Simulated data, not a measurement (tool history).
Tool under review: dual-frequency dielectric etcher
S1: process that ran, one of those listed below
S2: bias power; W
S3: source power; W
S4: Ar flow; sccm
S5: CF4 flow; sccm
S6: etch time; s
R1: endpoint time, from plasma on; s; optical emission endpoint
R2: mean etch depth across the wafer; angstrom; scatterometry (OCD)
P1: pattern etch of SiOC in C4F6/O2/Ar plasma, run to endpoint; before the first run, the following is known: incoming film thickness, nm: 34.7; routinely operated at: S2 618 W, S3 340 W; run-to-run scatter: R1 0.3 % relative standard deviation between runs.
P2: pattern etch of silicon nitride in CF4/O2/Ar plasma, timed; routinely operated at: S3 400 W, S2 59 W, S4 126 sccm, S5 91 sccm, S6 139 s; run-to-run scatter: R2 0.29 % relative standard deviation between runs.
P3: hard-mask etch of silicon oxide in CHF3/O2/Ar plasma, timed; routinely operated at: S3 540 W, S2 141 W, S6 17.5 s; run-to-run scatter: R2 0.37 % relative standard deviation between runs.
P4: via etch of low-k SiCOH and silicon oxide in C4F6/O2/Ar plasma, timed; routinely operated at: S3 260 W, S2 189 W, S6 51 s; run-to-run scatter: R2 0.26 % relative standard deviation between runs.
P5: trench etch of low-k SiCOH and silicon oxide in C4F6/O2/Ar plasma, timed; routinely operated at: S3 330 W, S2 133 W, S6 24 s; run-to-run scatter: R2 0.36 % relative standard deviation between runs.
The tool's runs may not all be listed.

{"run": 1, "hour": 9.1, "S1": "P1", "S2": 618, "S3": 340, "R1": 10.881}
{"run": 2, "hour": 21.4, "S1": "P2", "S2": 59, "S3": 550, "S4": 126, "S5": 91, "S6": 139, "R2": 2908.4}
{"run": 3, "hour": 31.8, "S1": "P3", "S2": 141, "S3": 540, "S6": 22.5, "R2": 392.18}
{"run": 4, "hour": 43.5, "S1": "P1", "S2": 618, "S3": 340, "R1": 10.822}
{"run": 5, "hour": 53.4, "S1": "P2", "S2": 59, "S3": 400, "S4": 126, "S5": 121, "S6": 139, "R2": 2287.7}
{"run": 6, "hour": 64.2, "S1": "P3", "S2": 97, "S3": 540, "S6": 17.5, "R2": 272.97}
{"run": 7, "hour": 71.3, "S1": "P4", "S2": 247, "S3": 260, "S6": 51, "R2": 1240.8}
{"run": 8, "hour": 80.6, "S1": "P5", "S2": 87, "S3": 330, "S6": 24, "R2": 559.97}
{"run": 9, "hour": 86.8, "S1": "P2", "S2": 59, "S3": 400, "S4": 179, "S5": 91, "S6": 139, "R2": 2107}
{"run": 10, "hour": 95.7, "S1": "P2", "S2": 59, "S3": 400, "S4": 126, "S5": 91, "S6": 181, "R2": 2868.2}
{"run": 11, "hour": 105.8, "S1": "P4", "S2": 189, "S3": 260, "S6": 51, "R2": 1134.5}
{"run": 12, "hour": 117.2, "S1": "P4", "S2": 189, "S3": 260, "S6": 51, "R2": 1135.7}
{"run": 13, "hour": 124.8, "S1": "P1", "S2": 618, "S3": 250, "R1": 12.17}
{"run": 14, "hour": 136.4, "S1": "P5", "S2": 133, "S3": 330, "S6": 24, "R2": 632.49}
{"run": 15, "hour": 143.2, "S1": "P1", "S2": 618, "S3": 340, "R1": 10.853}
{"run": 16, "hour": 154.1, "S1": "P3", "S2": 141, "S3": 540, "S6": 17.5, "R2": 306.81}
{"run": 17, "hour": 166.1, "S1": "P1", "S2": 618, "S3": 340, "R1": 10.916}
{"run": 18, "hour": 175.9, "S1": "P3", "S2": 141, "S3": 350, "S6": 17.5, "R2": 260.14}
{"run": 19, "hour": 183.0, "S1": "P4", "S2": 189, "S3": 350, "S6": 51, "R2": 1270.6}
{"run": 20, "hour": 191.9, "S1": "P1", "S2": 361, "S3": 340, "R1": 13.288}
{"run": 21, "hour": 201.3, "S1": "P5", "S2": 133, "S3": 210, "S6": 24, "R2": 529.21}
{"run": 22, "hour": 211.7, "S1": "P5", "S2": 133, "S3": 330, "S6": 15.5, "R2": 409.17}
{"run": 23, "hour": 220.6, "S1": "P1", "S2": 449, "S3": 250, "R1": 13.704}
{"run": 24, "hour": 226.1, "S1": "P4", "S2": 189, "S3": 260, "S6": 76.5, "R2": 1705.8}
{"run": 25, "hour": 237.0, "S1": "P2", "S2": 59, "S3": 400, "S4": 126, "S5": 91, "S6": 139, "R2": 2201.8}
{"run": 26, "hour": 246.9, "S1": "P5", "S2": 133, "S3": 330, "S6": 24, "R2": 634.29}
{"run": 27, "hour": 257.4, "S1": "P1", "S2": 853, "S3": 340, "R1": 9.5655}
{"run": 28, "hour": 268.8, "S1": "P2", "S2": 83, "S3": 400, "S4": 126, "S5": 91, "S6": 139, "R2": 2541.9}
{"run": 29, "hour": 276.1, "S1": "P1", "S2": 618, "S3": 420, "R1": 10.075}
{"run": 30, "hour": 285.3, "S1": "P1", "S2": 618, "S3": 340, "R1": 10.873}
{"run": 31, "hour": 292.1, "S1": "P1", "S2": 618, "S3": 340, "R1": 10.943}
{"run": 32, "hour": 299.6, "S1": "P1", "S2": 618, "S3": 340, "R1": 10.95}
{"run": 33, "hour": 308.9, "S1": "P1", "S2": 618, "S3": 340, "R1": 10.989}
{"run": 34, "hour": 318.3, "S1": "P1", "S2": 618, "S3": 340, "R1": 11.056}
{"run": 35, "hour": 330.2, "S1": "P1", "S2": 618, "S3": 340, "R1": 10.979}
{"run": 36, "hour": 341.2, "S1": "P1", "S2": 618, "S3": 340, "R1": 11.025}
{"hour": 342.6, "done": "wet clean of the chamber"}
{"run": 37, "hour": 352.2, "S1": "P1", "S2": 618, "S3": 340, "R1": 11.017}
{"run": 38, "hour": 361.9, "S1": "P1", "S2": 618, "S3": 340, "R1": 11.099}
{"run": 39, "hour": 369.0, "S1": "P1", "S2": 618, "S3": 340, "R1": 11.108}
{"run": 40, "hour": 379.6, "S1": "P1", "S2": 618, "S3": 340, "R1": 11.096}

P1 no longer gives what it gave before; its output has crept away from where it was. The following 2 causes, each at its listed size, fit the log equally well:
A: source power that arrives under what is set, % = 4.92
B: bias power that arrives under what is set, % = 4.65
The process output started creeping at around hour 285.3.
Other possible causes, and why each is ruled out:
chamber walls in a state that lowers the etch rate, %: serviced after onset, at hour 342.6, with no recovery of the prior output

4 check runs are offered, one wafer each, their results left as question marks. Which one tells the causes apart?
{"run": "check 1", "hour": 390.2, "S1": "P5", "S2": 104, "S3": 220, "S6": 24, "R2": "?"}
{"run": "check 2", "hour": 390.2, "S1": "P2", "S2": 59, "S3": 400, "S4": 177, "S5": 105, "S6": 139, "R2": "?"}
{"run": "check 3", "hour": 390.2, "S1": "P4", "S2": 237, "S3": 260, "S6": 51, "R2": "?"}
{"run": "check 4", "hour": 390.2, "S1": "P3", "S2": 141, "S3": 430, "S6": 17.5, "R2": "?"}

Predicted outcomes, by check and by cause:
check=check_1 result=R2 if_A=490.15 if_B=493.22
check=check_2 result=R2 if_A=2063.7 if_B=2112.6
check=check_3 result=R2 if_A=1200.7 if_B=1204.1
check=check_4 result=R2 if_A=275.49 if_B=276.57
Gap, in per cent, between the two causes that each check separates least, read from the result that separates them most: check 1 0.63 %; check 2 2.34 %; check 3 0.29 %; check 4 0.39 %
Only check 2 tells the causes apart: in the others they would give nearly the same result.

Check 2 was carried out, with these results: R2 2066.2 angstrom. Which of the listed causes is responsible?

The cause is A: source power that arrives under what is set, %.
